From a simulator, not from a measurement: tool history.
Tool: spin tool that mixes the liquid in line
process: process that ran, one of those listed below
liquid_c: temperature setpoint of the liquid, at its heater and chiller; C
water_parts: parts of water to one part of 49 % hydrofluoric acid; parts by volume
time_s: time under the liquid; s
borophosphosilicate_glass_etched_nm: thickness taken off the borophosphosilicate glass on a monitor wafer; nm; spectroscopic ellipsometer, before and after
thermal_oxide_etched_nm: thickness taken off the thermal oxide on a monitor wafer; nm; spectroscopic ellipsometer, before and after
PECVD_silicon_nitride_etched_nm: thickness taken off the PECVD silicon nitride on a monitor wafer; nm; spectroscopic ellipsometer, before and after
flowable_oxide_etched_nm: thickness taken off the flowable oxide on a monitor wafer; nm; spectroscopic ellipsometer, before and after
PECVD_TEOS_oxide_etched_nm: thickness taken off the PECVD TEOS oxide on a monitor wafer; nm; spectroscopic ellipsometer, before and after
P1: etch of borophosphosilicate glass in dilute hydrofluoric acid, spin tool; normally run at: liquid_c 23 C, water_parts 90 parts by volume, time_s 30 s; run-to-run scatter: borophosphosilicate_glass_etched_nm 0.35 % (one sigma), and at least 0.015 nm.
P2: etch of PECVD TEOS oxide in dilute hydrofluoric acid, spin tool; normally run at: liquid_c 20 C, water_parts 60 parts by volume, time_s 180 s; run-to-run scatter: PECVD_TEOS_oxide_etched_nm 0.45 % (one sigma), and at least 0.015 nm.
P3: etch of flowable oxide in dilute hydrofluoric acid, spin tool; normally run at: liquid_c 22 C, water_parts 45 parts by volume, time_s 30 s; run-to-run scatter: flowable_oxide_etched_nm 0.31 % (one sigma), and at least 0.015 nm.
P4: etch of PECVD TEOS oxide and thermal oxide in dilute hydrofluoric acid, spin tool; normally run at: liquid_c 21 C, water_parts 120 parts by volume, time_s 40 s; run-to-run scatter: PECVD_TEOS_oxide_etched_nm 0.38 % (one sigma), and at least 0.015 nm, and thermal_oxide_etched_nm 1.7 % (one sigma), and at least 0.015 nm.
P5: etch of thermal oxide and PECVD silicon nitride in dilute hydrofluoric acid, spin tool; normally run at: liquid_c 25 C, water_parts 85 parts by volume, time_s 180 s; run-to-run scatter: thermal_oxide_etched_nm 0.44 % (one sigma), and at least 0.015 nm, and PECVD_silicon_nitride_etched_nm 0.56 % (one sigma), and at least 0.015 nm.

run	hour	process	liquid_c	water_parts	time_s	borophosphosilicate_glass_etched_nm	thermal_oxide_etched_nm	PECVD_silicon_nitride_etched_nm	flowable_oxide_etched_nm	PECVD_TEOS_oxide_etched_nm
1	10.7	P1	23	90	30	27.614				
2	24.8	P5	29	85	180		13.245	11.809		
3	32.7	P1	17	90	50	35.897				
4	43.1	P1	17	145	30	12.626				
5	55.9	P5	25	30	180		34.372	25.384		
6	65.8	P3	22	45	50				41.745	
7	73.9	P5	25	85	365		22.909	18.371		
8	89.6	P1	23	90	45	41.46				
9	100.1	P1	23	90	15	13.761				
10	111.4	P4	21	30	40		6.4956			27.264
11	120.6	P1	30.5	90	30	36.8				
12	128.3	P4	21	120	40		1.4255			6.1541
13	136.1	P2	20	60	180					39.3
14	148.2	P1	23	90	30	27.645				
15	160.6	P3	17	45	30				20.31	
16	168.6	P2	28	60	180					54.254
# hour 176.1: thermometer replaced
17	184.5	P1	23	90	30	27.62				
18	193.3	P1	17	90	30	21.516				
19	206.3	P1	23	155	30	14.741				
20	222	P3	22	30	30				38.504	
21	233.3	P3	22	45	30				24.944	
22	245.7	P3	22	45	30				24.959	
23	261.5	P1	23	55	30	46.876				
24	273.8	P2	20	60	180					39.18
25	289.1	P5	25	85	180		11.274	9.1287		
26	298	P1	23	90	30	27.613				
27	311	P4	28.5	120	40		1.9191			8.2075
28	327	P1	23	90	30	27.602				
29	341.8	P2	20	20	180					122.92
30	353.7	P1	23	90	30	27.771				
31	363.6	P5	25	85	180		11.272	9.0884		
32	379.3	P1	23	50	50	86.879				
33	388.9	P4	21	120	15		0.51943			2.3028
34	397.9	P2	20	60	90					19.541

The next listed run, before its measurement:
35	413.6	P1	23	90	30	?				

borophosphosilicate_glass_etched_nm: 27.43 nm
